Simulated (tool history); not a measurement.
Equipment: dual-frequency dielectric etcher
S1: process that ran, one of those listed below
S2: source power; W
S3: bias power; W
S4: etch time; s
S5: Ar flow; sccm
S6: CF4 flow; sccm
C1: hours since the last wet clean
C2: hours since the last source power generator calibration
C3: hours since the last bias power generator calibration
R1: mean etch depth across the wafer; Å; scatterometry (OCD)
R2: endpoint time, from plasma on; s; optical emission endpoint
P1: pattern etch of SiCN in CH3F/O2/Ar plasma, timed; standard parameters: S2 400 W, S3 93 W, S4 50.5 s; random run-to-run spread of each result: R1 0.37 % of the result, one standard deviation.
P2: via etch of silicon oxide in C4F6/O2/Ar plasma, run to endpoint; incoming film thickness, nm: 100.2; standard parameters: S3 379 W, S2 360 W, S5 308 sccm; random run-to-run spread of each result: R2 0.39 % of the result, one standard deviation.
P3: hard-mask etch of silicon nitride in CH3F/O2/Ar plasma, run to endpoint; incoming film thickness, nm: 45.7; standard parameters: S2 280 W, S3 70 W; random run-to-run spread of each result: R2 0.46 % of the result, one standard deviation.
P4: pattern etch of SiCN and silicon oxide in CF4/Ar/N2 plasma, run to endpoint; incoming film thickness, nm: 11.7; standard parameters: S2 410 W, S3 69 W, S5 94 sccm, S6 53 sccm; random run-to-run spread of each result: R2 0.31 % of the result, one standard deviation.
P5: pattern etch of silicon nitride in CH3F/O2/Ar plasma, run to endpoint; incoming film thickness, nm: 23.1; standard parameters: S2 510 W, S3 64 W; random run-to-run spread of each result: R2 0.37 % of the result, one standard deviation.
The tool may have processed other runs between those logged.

{"run": 1, "hour": 18.0, "S1": "P1", "S2": 400, "S3": 93, "S4": 50.5, "C1": 433.6, "C2": 1880.1, "C3": 596.6, "R1": 203.78}
{"run": 2, "hour": 30.4, "S1": "P3", "S2": 170, "S3": 70, "C1": 446.0, "C2": 1892.5, "C3": 609.0, "R2": 94.81}
{"run": 3, "hour": 40.2, "S1": "P1", "S2": 400, "S3": 93, "S4": 50.5, "C1": 455.8, "C2": 1902.3, "C3": 618.8, "R1": 204.23}
{"run": 4, "hour": 54.0, "S1": "P1", "S2": 400, "S3": 130, "S4": 50.5, "C1": 469.6, "C2": 1916.1, "C3": 632.6, "R1": 231.2}
{"run": 5, "hour": 70.5, "S1": "P2", "S2": 250, "S3": 379, "S5": 308, "C1": 486.1, "C2": 1932.6, "C3": 649.1, "R2": 29.541}
{"run": 6, "hour": 89.0, "S1": "P1", "S2": 400, "S3": 63, "S4": 50.5, "C1": 504.6, "C2": 1951.1, "C3": 667.6, "R1": 178.81}
{"run": 7, "hour": 98.8, "S1": "P1", "S2": 400, "S3": 93, "S4": 65.5, "C1": 514.4, "C2": 1960.9, "C3": 677.4, "R1": 266.49}
{"run": 8, "hour": 116.9, "S1": "P3", "S2": 280, "S3": 42, "C1": 532.5, "C2": 1979.0, "C3": 695.5, "R2": 93.156}
{"run": 9, "hour": 130.6, "S1": "P3", "S2": 280, "S3": 70, "C1": 546.2, "C2": 1992.7, "C3": 709.2, "R2": 78.532}
{"run": 10, "hour": 147.9, "S1": "P5", "S2": 510, "S3": 64, "C1": 563.5, "C2": 2010.0, "C3": 726.5, "R2": 31.916}
{"run": 11, "hour": 160.2, "S1": "P1", "S2": 400, "S3": 93, "S4": 50.5, "C1": 575.8, "C2": 2022.3, "C3": 738.8, "R1": 205.19}
{"run": 12, "hour": 175.1, "S1": "P5", "S2": 640, "S3": 64, "C1": 590.7, "C2": 2037.2, "C3": 753.7, "R2": 29.409}
{"run": 13, "hour": 184.8, "S1": "P5", "S2": 510, "S3": 45, "C1": 600.4, "C2": 2046.9, "C3": 763.4, "R2": 35.926}
{"run": 14, "hour": 196.0, "S1": "P2", "S2": 360, "S3": 379, "S5": 308, "C1": 611.6, "C2": 2058.1, "C3": 774.6, "R2": 25.808}
{"run": 15, "hour": 214.4, "S1": "P1", "S2": 400, "S3": 93, "S4": 28.0, "C1": 630.0, "C2": 2076.5, "C3": 793.0, "R1": 113.49}
{"run": 16, "hour": 230.0, "S1": "P1", "S2": 250, "S3": 93, "S4": 50.5, "C1": 645.6, "C2": 2092.1, "C3": 808.6, "R1": 171.98}
{"run": 17, "hour": 244.8, "S1": "P4", "S2": 410, "S3": 45, "S5": 94, "S6": 53, "C1": 660.4, "C2": 2106.9, "C3": 823.4, "R2": 17.663}
{"run": 18, "hour": 257.4, "S1": "P2", "S2": 360, "S3": 379, "S5": 395, "C1": 673.0, "C2": 2119.5, "C3": 836.0, "R2": 26.77}
{"run": 19, "hour": 268.6, "S1": "P1", "S2": 400, "S3": 125, "S4": 38.0, "C1": 684.2, "C2": 2130.7, "C3": 847.2, "R1": 173.28}
{"run": 20, "hour": 282.9, "S1": "P1", "S2": 400, "S3": 93, "S4": 50.5, "C1": 698.5, "C2": 2145.0, "C3": 861.5, "R1": 205.24}
{"run": 21, "hour": 300.2, "S1": "P1", "S2": 490, "S3": 60, "S4": 50.5, "C1": 715.8, "C2": 2162.3, "C3": 878.8, "R1": 189.18}
{"run": 22, "hour": 316.1, "S1": "P4", "S2": 410, "S3": 69, "S5": 94, "S6": 53, "C1": 731.7, "C2": 2178.2, "C3": 894.7, "R2": 15.3}
{"run": 23, "hour": 332.3, "S1": "P1", "S2": 400, "S3": 93, "S4": 50.5, "C1": 747.9, "C2": 2194.4, "C3": 910.9, "R1": 205.17}
{"run": 24, "hour": 341.9, "S1": "P4", "S2": 410, "S3": 69, "S5": 94, "S6": 43, "C1": 757.5, "C2": 2204.0, "C3": 920.5, "R2": 15.857}
{"run": 25, "hour": 354.6, "S1": "P1", "S2": 400, "S3": 93, "S4": 50.5, "C1": 770.2, "C2": 2216.7, "C3": 933.2, "R1": 204.23}
{"run": 26, "hour": 364.2, "S1": "P4", "S2": 410, "S3": 69, "S5": 94, "S6": 53, "C1": 779.8, "C2": 2226.3, "C3": 942.8, "R2": 15.262}
{"run": 27, "hour": 381.7, "S1": "P2", "S2": 360, "S3": 455, "S5": 308, "C1": 797.3, "C2": 2243.8, "C3": 960.3, "R2": 24.078}
{"run": 28, "hour": 391.2, "S1": "P4", "S2": 340, "S3": 69, "S5": 94, "S6": 53, "C1": 806.8, "C2": 2253.3, "C3": 969.8, "R2": 18.039}
{"run": 29, "hour": 408.9, "S1": "P4", "S2": 410, "S3": 69, "S5": 131, "S6": 53, "C1": 824.5, "C2": 2271.0, "C3": 987.5, "R2": 16.147}
{"run": 30, "hour": 418.2, "S1": "P1", "S2": 550, "S3": 93, "S4": 50.5, "C1": 833.8, "C2": 2280.3, "C3": 996.8, "R1": 230.62}
{"run": 31, "hour": 435.2, "S1": "P1", "S2": 400, "S3": 93, "S4": 50.5, "C1": 850.8, "C2": 2297.3, "C3": 1013.8, "R1": 204.99}
{"run": 32, "hour": 454.3, "S1": "P1", "S2": 400, "S3": 93, "S4": 50.5, "C1": 869.9, "C2": 2316.4, "C3": 1032.9, "R1": 202.72}
{"run": 33, "hour": 465.6, "S1": "P1", "S2": 400, "S3": 93, "S4": 50.5, "C1": 881.2, "C2": 2327.7, "C3": 1044.2, "R1": 203.18}
{"run": 34, "hour": 474.8, "S1": "P1", "S2": 400, "S3": 93, "S4": 50.5, "C1": 890.4, "C2": 2336.9, "C3": 1053.4, "R1": 202.59}
{"hour": 478.4, "done": "wet clean of the chamber"}
{"run": 35, "hour": 485.4, "S1": "P1", "S2": 400, "S3": 93, "S4": 50.5, "C1": 7.1, "C2": 2347.5, "C3": 1064.0, "R1": 200.29}
{"run": 36, "hour": 503.1, "S1": "P1", "S2": 400, "S3": 93, "S4": 50.5, "C1": 24.8, "C2": 2365.2, "C3": 1081.7, "R1": 200.55}
{"run": 37, "hour": 519.0, "S1": "P1", "S2": 400, "S3": 93, "S4": 50.5, "C1": 40.7, "C2": 2381.1, "C3": 1097.6, "R1": 201.15}
{"run": 38, "hour": 534.8, "S1": "P1", "S2": 400, "S3": 93, "S4": 50.5, "C1": 56.5, "C2": 2396.9, "C3": 1113.4, "R1": 200.96}

The output of P1 has drifted from where it used to be. Each of the 2 causes below, taken at the size shown beside it, accounts for the log equally well:
A: bias power that arrives under what is set, % = 4.9
B: source power that arrives under what is set, % = 4.91
At approximately hour 435.2, the process output began to creep.
All other causes, with the reason each is excluded:
chamber walls in a state that lowers the etch rate, %: serviced at hour 478.4, which brought nothing back

Question marks stand in for the results of the 4 check runs listed below, each run on one wafer. Under which run would the listed causes show clearly different results?
{"run": "check 1", "hour": 550.6, "S1": "P4", "S2": 410, "S3": 69, "S5": 94, "S6": 53, "R2": "?"}
{"run": "check 2", "hour": 550.6, "S1": "P5", "S2": 510, "S3": 64, "R2": "?"}
{"run": "check 3", "hour": 550.6, "S1": "P2", "S2": 360, "S3": 379, "S5": 308, "R2": "?"}
{"run": "check 4", "hour": 550.6, "S1": "P3", "S2": 280, "S3": 70, "R2": "?"}

What every check run would give for each of its results, assuming each possible cause in turn:
check=check_1 result=R2 if_A=15.565 if_B=15.988
check=check_2 result=R2 if_A=32.517 if_B=32.617
check=check_3 result=R2 if_A=26.285 if_B=26.304
check=check_4 result=R2 if_A=79.818 if_B=79.936
Smallest distance between any two causes, each pair judged by its most separating result, in per cent: check 1 2.68 %; check 2 0.31 %; check 3 0.07 %; check 4 0.15 %
Only check 1 tells the causes apart: in the others they would give nearly the same result.

After running check 1, the following was obtained: R2 16.017 s. Which cause does this point to?

The correct cause is B, namely: source power that arrives under what is set, %.
